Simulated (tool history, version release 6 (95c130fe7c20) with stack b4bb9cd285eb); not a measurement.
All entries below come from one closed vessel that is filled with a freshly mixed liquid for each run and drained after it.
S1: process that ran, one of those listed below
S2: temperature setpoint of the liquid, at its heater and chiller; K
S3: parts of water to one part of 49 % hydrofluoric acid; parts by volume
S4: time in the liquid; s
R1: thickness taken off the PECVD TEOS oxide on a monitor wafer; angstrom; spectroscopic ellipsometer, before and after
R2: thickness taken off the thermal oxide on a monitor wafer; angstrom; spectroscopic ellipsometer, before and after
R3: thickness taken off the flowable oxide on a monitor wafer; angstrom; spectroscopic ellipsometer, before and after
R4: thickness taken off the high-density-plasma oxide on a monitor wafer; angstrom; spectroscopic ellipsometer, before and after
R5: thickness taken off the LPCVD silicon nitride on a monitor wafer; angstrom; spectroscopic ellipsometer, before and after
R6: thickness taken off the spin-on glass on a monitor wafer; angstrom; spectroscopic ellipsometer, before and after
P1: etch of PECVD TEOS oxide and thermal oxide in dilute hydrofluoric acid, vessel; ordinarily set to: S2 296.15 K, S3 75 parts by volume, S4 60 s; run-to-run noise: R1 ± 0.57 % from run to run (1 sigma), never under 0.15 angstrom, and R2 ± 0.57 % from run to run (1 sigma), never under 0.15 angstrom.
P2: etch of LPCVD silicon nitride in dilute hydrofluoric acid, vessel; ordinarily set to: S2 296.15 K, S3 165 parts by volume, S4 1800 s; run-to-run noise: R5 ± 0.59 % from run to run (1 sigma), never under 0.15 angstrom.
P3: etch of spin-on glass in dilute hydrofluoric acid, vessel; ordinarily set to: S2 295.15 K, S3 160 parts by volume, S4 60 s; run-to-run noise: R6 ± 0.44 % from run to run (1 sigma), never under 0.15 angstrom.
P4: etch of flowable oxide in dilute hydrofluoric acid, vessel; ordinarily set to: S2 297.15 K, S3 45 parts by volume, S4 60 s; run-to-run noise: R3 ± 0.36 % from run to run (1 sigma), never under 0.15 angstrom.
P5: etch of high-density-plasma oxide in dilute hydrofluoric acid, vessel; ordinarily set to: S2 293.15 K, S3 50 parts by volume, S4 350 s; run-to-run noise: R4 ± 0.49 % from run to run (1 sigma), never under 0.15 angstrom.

run   hour  S1      S2   S3    S4      R1      R2      R3      R4      R5      R6
  1    7.4  P1  296.15   75    60  232.98  36.444
  2     12  P4  297.15   65    60                  639.45
  3   17.5  P1  290.65   75    60  185.58  28.524
  4   22.9  P1  296.15   75    60  234.43  35.864
  5   29.1  P5  293.15   50    45                          68.511
  6   37.5  P2  296.15  290  1800                                  30.858
  7   45.5  P5  293.15   50   350                          530.41
  8   49.6  P5  293.15   20   350                            1392
  9   55.7  P3  295.15  220    60                                          123.64
 10   59.7  P1  296.15   75    60  237.14  36.336
 11   64.9  P2  296.15  165  1800                                  54.129
 12   68.9  P3  295.15  160    35                                          105.67
 13   73.4  P1  296.15   75   110  429.98  65.975
 14   80.2  P1  296.15   75    60  235.47  36.764
 15   86.5  P4  297.15   45    60                  949.89
 16   91.9  P3  295.15  160    60                                          179.94
 17   98.5  P4  297.15   45    30                  474.96
 18  104.7  P1  296.15   75    60  233.62  36.122
 19  111.8  P2  301.65  165  1800                                  76.828
 20    118  P2  296.15  165   470                                  13.836
 21  125.8  P1  291.15   25    60  606.11  94.198
 22  130.2  P1  296.15   75    30  117.08  18.488
 23  138.9  P5  299.15   50   350                          676.59
 24  144.6  P1  302.15   20    60  1213.3  188.81
 25  151.9  P1  296.15   75    60  234.21  36.387
 26  159.6  P3  291.15  160    60                                          152.57
 27  166.1  P4  301.65   45    60                  1137.5
 28  174.7  P1  296.15   20    60  938.92  147.26
 29  182.4  P1  296.15   75    60  234.86   36.34
 30  186.9  P1  304.15   75    60  319.92  49.933
 31  192.8  P1  296.15  130    60  126.65  20.129
 32  198.7  P1  296.15   75    60  235.89  36.433
 33  206.7  P1  296.15   75    60  243.94  37.238
 34  214.9  P1  296.15   75    60  248.69   38.16
 35  218.8  P1  296.15   75    60  249.17  38.896
 36  222.6  P1  296.15   75    60   251.9  39.163
 37  228.5  P1  296.15   75    60  254.21  39.069
 38  233.4  P1  296.15   75    60  255.55  39.341
 39  241.9  P1  296.15   75    60  254.23  39.882
 40  249.6  P1  296.15   75    60  254.37  39.825
 41  256.5  P1  296.15   75    60  257.37  40.054
 42  264.5  P1  296.15   75    60  254.75  39.946

P1 no longer gives what it gave before; its output has crept away from where it was. The following 2 causes, each at its listed size, fit the log equally well:
A: liquid hotter than its thermometer reads (K) = 2.18
B: hydrofluoric acid flow above the setpoint (%) = 8.36
The process output started creeping at around hour 198.7.

Below are 4 check runs, each on a single wafer, with their results shown as question marks. Which of them would tell the listed causes apart, meaning the causes would give clearly different results under it?
check 1  272.5  P2  296.15  165  1800                   ?
check 2  272.5  P5  293.15   50   350               ?
check 3  272.5  P3  295.15  160    60                       ?
check 4  272.5  P4  297.15   45    60           ?

What every check run would give for each of its results, assuming each possible cause in turn:
  check  result    if A    if B
check 1      R5   62.35  58.687
check 2      R4  583.21  579.25
check 3      R6  194.73  196.71
check 4      R3  1035.9  1031.3
Per-check spread between the two closest causes, in the result where they differ most: check 1 6.06 %; check 2 0.68 %; check 3 1.01 %; check 4 0.44 %
Check 1 tells the causes apart: in the others they would give nearly the same result.

After running check 1, the following was obtained: R5 58.424 angstrom. Which cause does this point to?

Of the candidate causes, it is B: hydrofluoric acid flow above the setpoint (%).
